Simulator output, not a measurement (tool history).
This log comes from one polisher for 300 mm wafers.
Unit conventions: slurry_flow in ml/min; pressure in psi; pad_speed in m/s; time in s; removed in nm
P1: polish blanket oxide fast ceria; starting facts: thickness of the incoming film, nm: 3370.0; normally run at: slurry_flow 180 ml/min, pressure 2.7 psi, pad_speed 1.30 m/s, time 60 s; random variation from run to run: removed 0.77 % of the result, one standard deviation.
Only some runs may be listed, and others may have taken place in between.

| run | hour | slurry_flow | pressure | pad_speed | time | wafers polished on this pad | hours since the slurry nozzle was cleaned | hours since the head pressure was calibrated | removed |
|---|---|---|---|---|---|---|---|---|---|
| 1 | 14.3 | 180 | 2.7 | 1.30 | 60 | 551 | 115.1 | 184.7 | 952.27 |
| 2 | 30.6 | 180 | 2.7 | 1.30 | 91 | 638 | 131.4 | 201.0 | 1439.80 |
| 3 | 45.8 | 270 | 2.7 | 1.30 | 60 | 719 | 146.6 | 216.2 | 1013.90 |
| 4 | 57.9 | 125 | 2.7 | 1.30 | 60 | 783 | 158.7 | 228.3 | 898.59 |
| 5 | 65.9 | 180 | 2.7 | 1.30 | 60 | 826 | 166.7 | 236.3 | 943.32 |
| 6 | 81.4 | 240 | 3.9 | 1.30 | 60 | 909 | 182.2 | 251.8 | 1427.70 |
| 7 | 95.1 | 180 | 4.1 | 1.30 | 60 | 982 | 195.9 | 265.5 | 1462.60 |
| 8 | 102.5 | 180 | 2.7 | 1.30 | 60 | 1021 | 203.3 | 272.9 | 949.82 |
| 9 | 117.9 | 180 | 2.7 | 1.84 | 60 | 1103 | 218.7 | 288.3 | 1340.40 |
| 10 | 134.5 | 125 | 1.7 | 1.30 | 60 | 1191 | 235.3 | 304.9 | 566.22 |
| 11 | 142.2 | 180 | 1.6 | 1.30 | 60 | 1232 | 243.0 | 312.6 | 573.48 |
| 12 | 153.4 | 180 | 2.7 | 1.30 | 29 | 1292 | 254.2 | 323.8 | 469.37 |
| 13 | 166.0 | 180 | 2.7 | 0.58 | 60 | 1359 | 266.8 | 336.4 | 423.88 |
| 14 | 182.2 | 180 | 2.7 | 1.30 | 60 | 1445 | 283.0 | 352.6 | 947.57 |
| 15 | 198.0 | 180 | 2.7 | 0.66 | 45 | 1529 | 298.8 | 368.4 | 359.90 |
| 16 | 213.2 | 180 | 2.7 | 1.30 | 60 | 1610 | 314.0 | 383.6 | 949.04 |
| 17 | 225.8 | 180 | 2.7 | 1.30 | 60 | 1677 | 326.6 | 396.2 | 912.08 |
| 18 | 234.7 | 180 | 2.7 | 1.30 | 60 | 1725 | 335.5 | 405.1 | 891.14 |
| 19 | 251.0 | 180 | 2.7 | 1.30 | 60 | 1812 | 351.8 | 421.4 | 885.42 |
| 20 | 264.6 | 180 | 2.7 | 1.30 | 60 | 1884 | 365.4 | 435.0 | 874.78 |
|  | 274.3 | head pressure recalibrated |
| 21 | 277.7 | 180 | 2.7 | 1.30 | 60 | 1954 | 378.5 | 3.4 | 876.06 |
| 22 | 294.0 | 180 | 2.7 | 1.30 | 60 | 2041 | 394.8 | 19.7 | 874.49 |
| 23 | 304.1 | 180 | 2.7 | 1.30 | 60 | 2094 | 404.9 | 29.8 | 879.75 |

P1 no longer gives what it gave before; its output has crept away from where it was. The following 2 causes, each at its listed size, fit the log equally well:
A: removal rate lost through wear of the pad, % = 8.93
B: slurry flow missing at the pad, % = 39.6
Creep in the process output first set in at about hour 213.2.
All other causes, with the reason each is excluded:
head's pressure below its setpoint, %: maintenance at hour 274.3, after the shift began, did not return the process to its former output

Which of the check runs below tells the causes apart, meaning the causes would give it clearly different results? Each run uses 5 wafers whose results are averaged, and each result is shown as a question mark.
| check 1 | 314.2 | 180 | 2.7 | 1.78 | 32 |  |  |  | ? |
| check 2 | 314.2 | 180 | 4.0 | 1.30 | 60 |  |  |  | ? |
| check 3 | 314.2 | 270 | 2.7 | 1.60 | 60 |  |  |  | ? |
| check 4 | 314.2 | 180 | 2.7 | 0.64 | 42 |  |  |  | ? |

Outcome of each check run for each possible cause:
| check | result | if A | if B |
|---|---|---|---|
| check 1 | removed | 634.85 | 634.85 |
| check 2 | removed | 1287.90 | 1287.90 |
| check 3 | removed | 1123.80 | 1157.30 |
| check 4 | removed | 299.59 | 299.59 |
Minimum pairwise separation of causes per check, each pair taken at its best-separating result: check 1 0 %; check 2 0 %; check 3 2.94 %; check 4 0 %
Only in check 3 would the causes give clearly different results; in the remaining checks their results would be nearly the same.

The results of check 3 are: removed 1123.50 nm. Based on these, which of the listed causes is it?

It is A: removal rate lost through wear of the pad, %.
